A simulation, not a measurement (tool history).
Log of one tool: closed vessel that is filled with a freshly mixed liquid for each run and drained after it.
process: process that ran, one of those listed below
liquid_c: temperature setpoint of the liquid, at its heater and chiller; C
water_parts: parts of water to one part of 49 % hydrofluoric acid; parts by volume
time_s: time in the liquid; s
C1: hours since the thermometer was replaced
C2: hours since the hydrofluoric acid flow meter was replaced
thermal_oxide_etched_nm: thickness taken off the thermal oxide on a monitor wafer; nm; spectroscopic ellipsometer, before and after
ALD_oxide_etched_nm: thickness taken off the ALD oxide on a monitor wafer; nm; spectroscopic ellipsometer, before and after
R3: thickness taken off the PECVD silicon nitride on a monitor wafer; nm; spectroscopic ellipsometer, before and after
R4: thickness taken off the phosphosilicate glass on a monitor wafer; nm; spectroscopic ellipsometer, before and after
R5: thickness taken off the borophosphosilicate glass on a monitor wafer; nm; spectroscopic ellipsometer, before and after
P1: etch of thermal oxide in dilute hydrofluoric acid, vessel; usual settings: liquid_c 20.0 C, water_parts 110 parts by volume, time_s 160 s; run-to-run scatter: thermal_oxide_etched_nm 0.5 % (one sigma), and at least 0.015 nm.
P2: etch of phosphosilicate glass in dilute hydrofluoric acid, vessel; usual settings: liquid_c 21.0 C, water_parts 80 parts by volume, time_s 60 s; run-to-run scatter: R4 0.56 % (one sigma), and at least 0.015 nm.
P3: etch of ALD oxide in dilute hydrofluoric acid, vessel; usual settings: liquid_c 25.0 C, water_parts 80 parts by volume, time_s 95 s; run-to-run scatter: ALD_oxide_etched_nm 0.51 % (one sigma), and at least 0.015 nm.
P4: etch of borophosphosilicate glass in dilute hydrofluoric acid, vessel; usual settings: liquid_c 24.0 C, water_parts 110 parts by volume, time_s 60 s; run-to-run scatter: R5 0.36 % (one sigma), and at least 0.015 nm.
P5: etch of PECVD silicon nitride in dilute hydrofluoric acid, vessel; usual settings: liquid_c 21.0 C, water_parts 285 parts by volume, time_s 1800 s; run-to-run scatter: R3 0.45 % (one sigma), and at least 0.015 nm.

run 1 hour=6.1 | process=P1 liquid_c=20.0 water_parts=110 time_s=160 | C1=358.7 C2=395.2 | thermal_oxide_etched_nm=6.3735
run 2 hour=13.5 | process=P3 liquid_c=25.0 water_parts=35 time_s=95 | C1=366.1 C2=402.6 | ALD_oxide_etched_nm=61.771
run 3 hour=18.8 | process=P1 liquid_c=20.0 water_parts=110 time_s=160 | C1=371.4 C2=407.9 | thermal_oxide_etched_nm=6.3521
run 4 hour=27.1 | process=P5 liquid_c=21.0 water_parts=285 time_s=1800 | C1=379.7 C2=416.2 | R3=18.614
run 5 hour=36.4 | process=P1 liquid_c=20.0 water_parts=60 time_s=160 | C1=389.0 C2=425.5 | thermal_oxide_etched_nm=12.3320
run 6 hour=44.2 | process=P1 liquid_c=20.0 water_parts=150 time_s=65 | C1=396.8 C2=433.3 | thermal_oxide_etched_nm=1.8343
run 7 hour=50.4 | process=P3 liquid_c=25.0 water_parts=80 time_s=50 | C1=403.0 C2=439.5 | ALD_oxide_etched_nm=13.353
run 8 hour=56.1 | process=P2 liquid_c=17.0 water_parts=80 time_s=60 | C1=408.7 C2=445.2 | R4=65.612
run 9 hour=60.7 | process=P1 liquid_c=20.0 water_parts=110 time_s=160 | C1=413.3 C2=449.8 | thermal_oxide_etched_nm=6.3979
run 10 hour=66.7 | process=P4 liquid_c=24.0 water_parts=110 time_s=60 | C1=419.3 C2=455.8 | R5=21.051
run 11 hour=72.7 | process=P3 liquid_c=32.5 water_parts=80 time_s=95 | C1=425.3 C2=461.8 | ALD_oxide_etched_nm=34.247
run 12 hour=80.4 | process=P5 liquid_c=21.0 water_parts=285 time_s=2760 | C1=433.0 C2=469.5 | R3=28.511
run 13 hour=89.9 | process=P1 liquid_c=20.0 water_parts=110 time_s=160 | C1=442.5 C2=479.0 | thermal_oxide_etched_nm=6.4162
run 14 hour=95.8 | process=P4 liquid_c=24.0 water_parts=25 time_s=60 | C1=448.4 C2=484.9 | R5=103.120
run 15 hour=100.0 | process=P2 liquid_c=21.0 water_parts=80 time_s=60 | C1=452.6 C2=489.1 | R4=76.799
run 16 hour=105.8 | process=P4 liquid_c=32.0 water_parts=110 time_s=60 | C1=458.4 C2=494.9 | R5=28.467
run 17 hour=113.0 | process=P1 liquid_c=25.0 water_parts=110 time_s=160 | C1=465.6 C2=502.1 | thermal_oxide_etched_nm=7.8026
run 18 hour=119.1 | process=P4 liquid_c=24.0 water_parts=110 time_s=110 | C1=471.7 C2=508.2 | R5=38.415
run 19 hour=126.9 | process=P1 liquid_c=20.0 water_parts=165 time_s=160 | C1=479.5 C2=516.0 | thermal_oxide_etched_nm=3.9952
run 20 hour=135.5 | process=P3 liquid_c=25.0 water_parts=80 time_s=95 | C1=488.1 C2=524.6 | ALD_oxide_etched_nm=25.500
run 21 hour=139.9 | process=P3 liquid_c=25.0 water_parts=80 time_s=95 | C1=492.5 C2=529.0 | ALD_oxide_etched_nm=25.372
run 22 hour=145.6 | process=P5 liquid_c=28.0 water_parts=285 time_s=1800 | C1=498.2 C2=534.7 | R3=28.537
run 23 hour=150.9 | process=P5 liquid_c=21.0 water_parts=470 time_s=1800 | C1=503.5 C2=540.0 | R3=11.492
run 24 hour=156.7 | process=P2 liquid_c=21.0 water_parts=80 time_s=100 | C1=509.3 C2=545.8 | R4=130.320
run 25 hour=166.3 | process=P1 liquid_c=20.0 water_parts=110 time_s=320 | C1=518.9 C2=555.4 | thermal_oxide_etched_nm=12.7920
run 26 hour=175.7 | process=P1 liquid_c=20.0 water_parts=110 time_s=40 | C1=528.3 C2=564.8 | thermal_oxide_etched_nm=1.6248

The next listed run, before its measurement:
run 27 hour=182.6 | process=P5 liquid_c=21.0 water_parts=285 time_s=1800 | C1=535.2 C2=571.7 | R3=?

{"run 27": {"R3": 18.658}}
